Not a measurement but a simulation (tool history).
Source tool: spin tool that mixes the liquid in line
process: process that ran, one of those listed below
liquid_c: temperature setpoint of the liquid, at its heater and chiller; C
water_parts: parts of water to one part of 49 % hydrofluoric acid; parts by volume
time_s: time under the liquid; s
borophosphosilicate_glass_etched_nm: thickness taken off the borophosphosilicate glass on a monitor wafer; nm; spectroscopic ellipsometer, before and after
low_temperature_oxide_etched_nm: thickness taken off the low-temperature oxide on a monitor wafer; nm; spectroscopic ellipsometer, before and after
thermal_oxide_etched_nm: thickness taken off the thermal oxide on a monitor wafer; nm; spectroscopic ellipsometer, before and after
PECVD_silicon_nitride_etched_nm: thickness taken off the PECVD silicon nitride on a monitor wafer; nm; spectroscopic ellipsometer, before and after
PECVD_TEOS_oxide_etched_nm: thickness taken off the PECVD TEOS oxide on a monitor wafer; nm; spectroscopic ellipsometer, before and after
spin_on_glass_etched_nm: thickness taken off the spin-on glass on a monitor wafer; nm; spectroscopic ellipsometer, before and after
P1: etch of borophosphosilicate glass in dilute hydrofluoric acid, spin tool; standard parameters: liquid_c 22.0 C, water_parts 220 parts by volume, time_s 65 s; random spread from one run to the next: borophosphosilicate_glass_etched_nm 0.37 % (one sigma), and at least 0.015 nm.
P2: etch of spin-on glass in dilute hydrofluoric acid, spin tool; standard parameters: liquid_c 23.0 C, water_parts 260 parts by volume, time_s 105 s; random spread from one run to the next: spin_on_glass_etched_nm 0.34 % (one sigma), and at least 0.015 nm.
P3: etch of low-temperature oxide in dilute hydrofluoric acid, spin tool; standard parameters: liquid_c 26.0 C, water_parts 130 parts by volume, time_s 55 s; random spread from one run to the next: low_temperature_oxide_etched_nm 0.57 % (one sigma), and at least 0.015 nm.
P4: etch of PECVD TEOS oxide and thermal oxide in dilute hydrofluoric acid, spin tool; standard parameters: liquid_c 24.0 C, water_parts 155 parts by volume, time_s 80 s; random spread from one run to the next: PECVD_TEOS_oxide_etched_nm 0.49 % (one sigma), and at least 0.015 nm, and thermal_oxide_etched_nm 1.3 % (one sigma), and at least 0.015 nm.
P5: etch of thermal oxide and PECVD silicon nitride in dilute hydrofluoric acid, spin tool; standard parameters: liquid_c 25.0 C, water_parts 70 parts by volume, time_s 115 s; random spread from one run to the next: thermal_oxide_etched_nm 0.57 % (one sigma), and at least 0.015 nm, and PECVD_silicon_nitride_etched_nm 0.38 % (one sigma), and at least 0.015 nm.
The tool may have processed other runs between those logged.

| run | hour | process | liquid_c | water_parts | time_s | hours since the thermometer was replaced | hours since the hydrofluoric acid flow meter was replaced | borophosphosilicate_glass_etched_nm | low_temperature_oxide_etched_nm | thermal_oxide_etched_nm | PECVD_silicon_nitride_etched_nm | PECVD_TEOS_oxide_etched_nm | spin_on_glass_etched_nm |
|---|---|---|---|---|---|---|---|---|---|---|---|---|---|
| 1 | 4.9 | P1 | 22.0 | 220 | 65 | 280.0 | 195.5 | 16.7970 |  |  |  |  |  |
| 2 | 9.5 | P1 | 29.5 | 220 | 65 | 284.6 | 200.1 | 21.9940 |  |  |  |  |  |
| 3 | 14.8 | P1 | 17.0 | 220 | 65 | 289.9 | 205.4 | 13.8030 |  |  |  |  |  |
| 4 | 19.5 | P3 | 33.0 | 130 | 55 | 294.6 | 210.1 |  | 8.1419 |  |  |  |  |
| 5 | 24.0 | P5 | 25.0 | 70 | 115 | 299.1 | 214.6 |  |  | 8.2758 | 7.3180 |  |  |
| 6 | 26.5 | P5 | 21.0 | 70 | 115 | 301.6 | 217.1 |  |  | 7.0849 | 5.5318 |  |  |
| 7 | 32.0 | P4 | 24.0 | 155 | 40 | 307.1 | 222.6 |  |  | 1.1144 |  | 4.4369 |  |
| 8 | 35.0 | P1 | 22.0 | 220 | 15 | 310.1 | 225.6 | 3.8529 |  |  |  |  |  |
| 9 | 38.3 | P1 | 25.5 | 325 | 65 | 313.4 | 228.9 | 11.6260 |  |  |  |  |  |
| 10 | 43.4 | P3 | 26.0 | 130 | 110 | 318.5 | 234.0 |  | 12.6620 |  |  |  |  |
| 11 | 46.3 | P2 | 23.0 | 400 | 105 | 321.4 | 236.9 |  |  |  |  |  | 6.4809 |
| 12 | 51.7 | P5 | 25.0 | 70 | 115 | 326.8 | 242.3 |  |  | 8.3417 | 7.2837 |  |  |
| 13 | 55.3 | P4 | 24.0 | 40 | 80 | 330.4 | 245.9 |  |  | 9.6541 |  | 39.9570 |  |
| 14 | 58.9 | P1 | 22.0 | 220 | 65 | 334.0 | 249.5 | 16.7750 |  |  |  |  |  |
| 15 | 64.1 | P1 | 22.0 | 100 | 65 | 339.2 | 254.7 | 41.8060 |  |  |  |  |  |
| 16 | 69.5 | P4 | 24.0 | 155 | 80 | 344.6 | 260.1 |  |  | 2.2124 |  | 8.8336 |  |
| 17 | 74.7 | P1 | 22.0 | 220 | 125 | 349.8 | 265.3 | 32.4710 |  |  |  |  |  |
| 18 | 79.1 | P5 | 25.0 | 70 | 175 | 354.2 | 269.7 |  |  | 12.6100 | 11.2070 |  |  |
| 19 | 82.0 | P2 | 23.0 | 260 | 15 | 357.1 | 272.6 |  |  |  |  |  | 1.6304 |
| 20 | 85.5 | P3 | 26.0 | 130 | 55 | 360.6 | 276.1 |  | 6.2562 |  |  |  |  |
| 21 | 88.7 | P1 | 22.0 | 220 | 65 | 363.8 | 279.3 | 16.7650 |  |  |  |  |  |
| 22 | 93.7 | P4 | 17.0 | 155 | 80 | 368.8 | 284.3 |  |  | 1.6903 |  | 6.7223 |  |
| 23 | 99.2 | P1 | 22.0 | 220 | 65 | 374.3 | 289.8 | 16.7690 |  |  |  |  |  |
| 24 | 103.4 | P1 | 25.5 | 220 | 110 | 378.5 | 294.0 | 32.1390 |  |  |  |  |  |
| 25 | 108.4 | P4 | 24.0 | 155 | 80 | 383.5 | 299.0 |  |  | 2.1466 |  | 8.9128 |  |
| 26 | 113.6 | P2 | 23.0 | 260 | 105 | 388.7 | 304.2 |  |  |  |  |  | 11.3440 |
| 27 | 117.7 | P1 | 22.0 | 395 | 65 | 392.8 | 308.3 | 7.8812 |  |  |  |  |  |
| 28 | 123.2 | P5 | 25.0 | 40 | 115 | 398.3 | 313.8 |  |  | 15.1760 | 12.5840 |  |  |
| 29 | 128.7 | P1 | 22.0 | 220 | 65 | 403.8 | 319.3 | 16.8010 |  |  |  |  |  |
| 30 | 133.0 | P3 | 26.0 | 75 | 55 | 408.1 | 323.6 |  | 11.6840 |  |  |  |  |
| 31 | 135.9 | P2 | 17.5 | 260 | 105 | 411.0 | 326.5 |  |  |  |  |  | 9.2587 |
| 32 | 141.4 | P1 | 22.0 | 220 | 65 | 416.5 | 332.0 | 16.6300 |  |  |  |  |  |
| 33 | 145.7 | P1 | 22.0 | 220 | 65 | 420.8 | 336.3 | 16.0880 |  |  |  |  |  |
| 34 | 150.6 | P1 | 22.0 | 220 | 65 | 425.7 | 341.2 | 15.6470 |  |  |  |  |  |
| 35 | 153.5 | P1 | 22.0 | 220 | 65 | 428.6 | 344.1 | 15.5170 |  |  |  |  |  |
| 36 | 156.1 | P1 | 22.0 | 220 | 65 | 431.2 | 346.7 | 15.4410 |  |  |  |  |  |
| 37 | 161.6 | P1 | 22.0 | 220 | 65 | 436.7 | 352.2 | 15.2970 |  |  |  |  |  |
| 38 | 167.0 | P1 | 22.0 | 220 | 65 | 442.1 | 357.6 | 15.3510 |  |  |  |  |  |
| 39 | 169.7 | P1 | 22.0 | 220 | 65 | 444.8 | 360.3 | 15.3110 |  |  |  |  |  |

Compared with where it was, what P1 gives has crept away. Each cause listed below fits the log as well as the rest, at the size given for it:
A: hydrofluoric acid flow below the setpoint (%) = 7.14
B: liquid colder than its thermometer reads (K) = 2.41
The onset of the drift is placed at about hour 141.4.

4 check runs are offered, one wafer each, their results left as question marks. Which one tells the causes apart?
| check 1 | 172.4 | P3 | 31.0 | 130 | 55 |  |  |  | ? |  |  |  |  |
| check 2 | 172.4 | P2 | 23.0 | 260 | 15 |  |  |  |  |  |  |  | ? |
| check 3 | 172.4 | P5 | 25.0 | 40 | 160 |  |  |  |  | ? | ? |  |  |
| check 4 | 172.4 | P4 | 18.0 | 155 | 80 |  |  |  |  | ? |  | ? |  |

Predicted outcomes, by check and by cause:
| check | result | if A | if B |
|---|---|---|---|
| check 1 | low_temperature_oxide_etched_nm | 6.9402 | 6.9371 |
| check 2 | spin_on_glass_etched_nm | 1.4776 | 1.4859 |
| check 3 | thermal_oxide_etched_nm | 19.4370 | 19.0190 |
| check 3 | PECVD_silicon_nitride_etched_nm | 16.3130 | 14.8920 |
| check 4 | thermal_oxide_etched_nm | 1.5839 | 1.5635 |
| check 4 | PECVD_TEOS_oxide_etched_nm | 6.4212 | 6.3386 |
Per-check spread between the two closest causes, in the result where they differ most: check 1 0.05 %; check 2 0.56 %; check 3 9.11 %; check 4 1.3 %
Of the check runs offered, only check 3 discriminates between the causes; the rest would read about the same regardless of which cause applies.

Check 3 was then run and gave: thermal_oxide_etched_nm 19.4520 nm; PECVD_silicon_nitride_etched_nm 16.2230 nm. Which cause is it?

Of the candidate causes, it is A: hydrofluoric acid flow below the setpoint (%).

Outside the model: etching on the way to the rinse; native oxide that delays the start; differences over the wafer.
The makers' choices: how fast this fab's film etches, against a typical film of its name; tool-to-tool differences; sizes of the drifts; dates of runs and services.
